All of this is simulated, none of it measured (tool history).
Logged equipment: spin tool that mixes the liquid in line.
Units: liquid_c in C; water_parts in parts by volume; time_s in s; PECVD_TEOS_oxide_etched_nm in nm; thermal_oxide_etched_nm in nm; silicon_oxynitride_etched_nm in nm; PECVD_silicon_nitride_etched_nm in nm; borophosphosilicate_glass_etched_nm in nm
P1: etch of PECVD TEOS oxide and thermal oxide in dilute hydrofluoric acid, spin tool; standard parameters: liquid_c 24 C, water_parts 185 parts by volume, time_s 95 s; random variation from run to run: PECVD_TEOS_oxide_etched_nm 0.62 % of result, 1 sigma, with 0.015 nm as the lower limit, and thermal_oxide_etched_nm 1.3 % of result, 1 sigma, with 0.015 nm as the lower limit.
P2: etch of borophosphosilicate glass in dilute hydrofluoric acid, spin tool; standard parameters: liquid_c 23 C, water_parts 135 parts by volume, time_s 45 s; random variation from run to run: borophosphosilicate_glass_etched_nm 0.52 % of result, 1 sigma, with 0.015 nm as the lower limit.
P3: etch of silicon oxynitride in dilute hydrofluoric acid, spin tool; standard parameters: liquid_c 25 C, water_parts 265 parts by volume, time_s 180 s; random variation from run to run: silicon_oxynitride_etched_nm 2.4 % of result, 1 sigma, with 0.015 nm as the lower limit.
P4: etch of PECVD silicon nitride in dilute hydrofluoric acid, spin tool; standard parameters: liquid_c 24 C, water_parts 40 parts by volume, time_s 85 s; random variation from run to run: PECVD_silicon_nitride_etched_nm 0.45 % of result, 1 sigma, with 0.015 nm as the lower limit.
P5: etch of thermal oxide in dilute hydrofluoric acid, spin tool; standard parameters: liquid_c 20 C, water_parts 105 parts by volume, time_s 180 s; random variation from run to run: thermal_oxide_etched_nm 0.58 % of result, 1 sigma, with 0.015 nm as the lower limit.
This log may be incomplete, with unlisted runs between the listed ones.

run	hour	process	liquid_c	water_parts	time_s	hours since the thermometer was replaced	hours since the hydrofluoric acid flow meter was replaced	PECVD_TEOS_oxide_etched_nm	thermal_oxide_etched_nm	silicon_oxynitride_etched_nm	PECVD_silicon_nitride_etched_nm	borophosphosilicate_glass_etched_nm
1	7.7	P1	24	185	95	483.1	346.8	4.8286	2.1526			
2	18.5	P1	24	255	130	493.9	357.6	4.4771	1.9825			
3	29.2	P1	24	185	170	504.6	368.3	8.6201	3.7553			
4	41.3	P3	30.5	265	180	516.7	380.4			1.2099		
5	54	P5	20	105	75	529.4	393.1		2.8547			
6	63.5	P1	24	100	95	538.9	402.6	9.8273	4.2176			
7	76	P5	20	65	180	551.4	415.1		11.795			
8	86.9	P1	24	185	15	562.3	426	0.77193	0.32955			
9	102.2	P4	24	65	85	577.6	441.3				7.1754	
10	113.6	P1	24	185	95	589	452.7	4.7558	2.058			
11	123.5	P1	24	185	95	598.9	462.6	4.8477	2.12			
12	136.4	P1	20	260	95	611.8	475.5	2.7465	1.2449			
13	144.4	P3	25	265	360	619.8	483.5			1.8486		
14	158.2	P1	24	310	95	633.6	497.3	2.543	1.1355			
15	170.1	P2	23	135	45	645.5	509.2					12.561
16	177.3	P1	30	185	95	652.7	516.4	5.9306	2.6703			
17	191.2	P1	24	185	95	666.6	530.3	4.8365	2.1412			
18	202.9	P3	25	80	180	678.3	542			3.5525		
19	213.3	P3	25	265	180	688.7	552.4			0.94035		
20	227.8	P5	20	105	180	703.2	566.9		6.9976			
21	242.6	P4	24	40	130	718	581.7				17.794	
# hour 250.3: thermometer replaced
22	256.6	P4	24	40	85	6.3	595.7				11.624	
23	269	P5	20	105	180	18.7	608.1		7.0264			
24	282	P2	23	75	45	31.7	621.1					24.263
25	292.8	P1	19.5	185	95	42.5	631.9	4.079	1.7756			
26	305.6	P2	17	135	45	55.3	644.7					9.8531
27	315.9	P5	26	105	180	65.6	655		8.8565			
28	327.7	P1	24	185	95	77.4	666.8	4.7642	2.1476			
29	343.6	P2	23	135	15	93.3	682.7					4.1932
30	355	P4	17	40	85	104.7	694.1				7.0867	
31	362.8	P1	24	185	95	112.5	701.9	4.783	2.1497			
32	375.7	P1	24	185	95	125.4	714.8	4.9943	2.2565			
33	390.7	P1	24	185	95	140.4	729.8	5.1898	2.2832			
34	400.9	P1	24	185	95	150.6	740	5.1953	2.2846			
35	408	P1	24	185	95	157.7	747.1	5.2138	2.3053			
36	422.5	P1	24	185	95	172.2	761.6	5.2098	2.2613			
37	432.9	P1	24	185	95	182.6	772	5.2032	2.3383			
38	448.7	P1	24	185	95	198.4	787.8	5.2595	2.2735			

What P1 gives has crept off from where it sat before. The 2 causes that follow fit the log equally well, each at the size noted:
A: liquid hotter than its thermometer reads (K) = 2.36
B: hydrofluoric acid flow above the setpoint (%) = 7.54
The onset of the drift is placed at about hour 362.8.

Which of the 4 check runs listed below separates the causes, so that each cause would produce a clearly different result? Each run uses one wafer, and its results are marked with question marks.
check 1	464.5	P5	20	105	180				?			
check 2	464.5	P4	24	40	85						?	
check 3	464.5	P3	25	265	180					?		
check 4	464.5	P2	23	135	45							?

What each check would give under each cause:
check	result	if A	if B
check 1	thermal_oxide_etched_nm	7.6784	7.5662
check 2	PECVD_silicon_nitride_etched_nm	13.565	12.423
check 3	silicon_oxynitride_etched_nm	1.0333	1.02
check 4	borophosphosilicate_glass_etched_nm	13.733	13.632
Distance between the nearest two causes, measured in the result of the check that separates them most: check 1 1.47 %; check 2 8.79 %; check 3 1.3 %; check 4 0.74 %
Check 2 is the one run that separates the causes; every other check would come out nearly the same whichever cause is at work.

After running check 2, the following was obtained: PECVD_silicon_nitride_etched_nm 13.615 nm. Which cause does this point to?

The cause is A: liquid hotter than its thermometer reads (K).
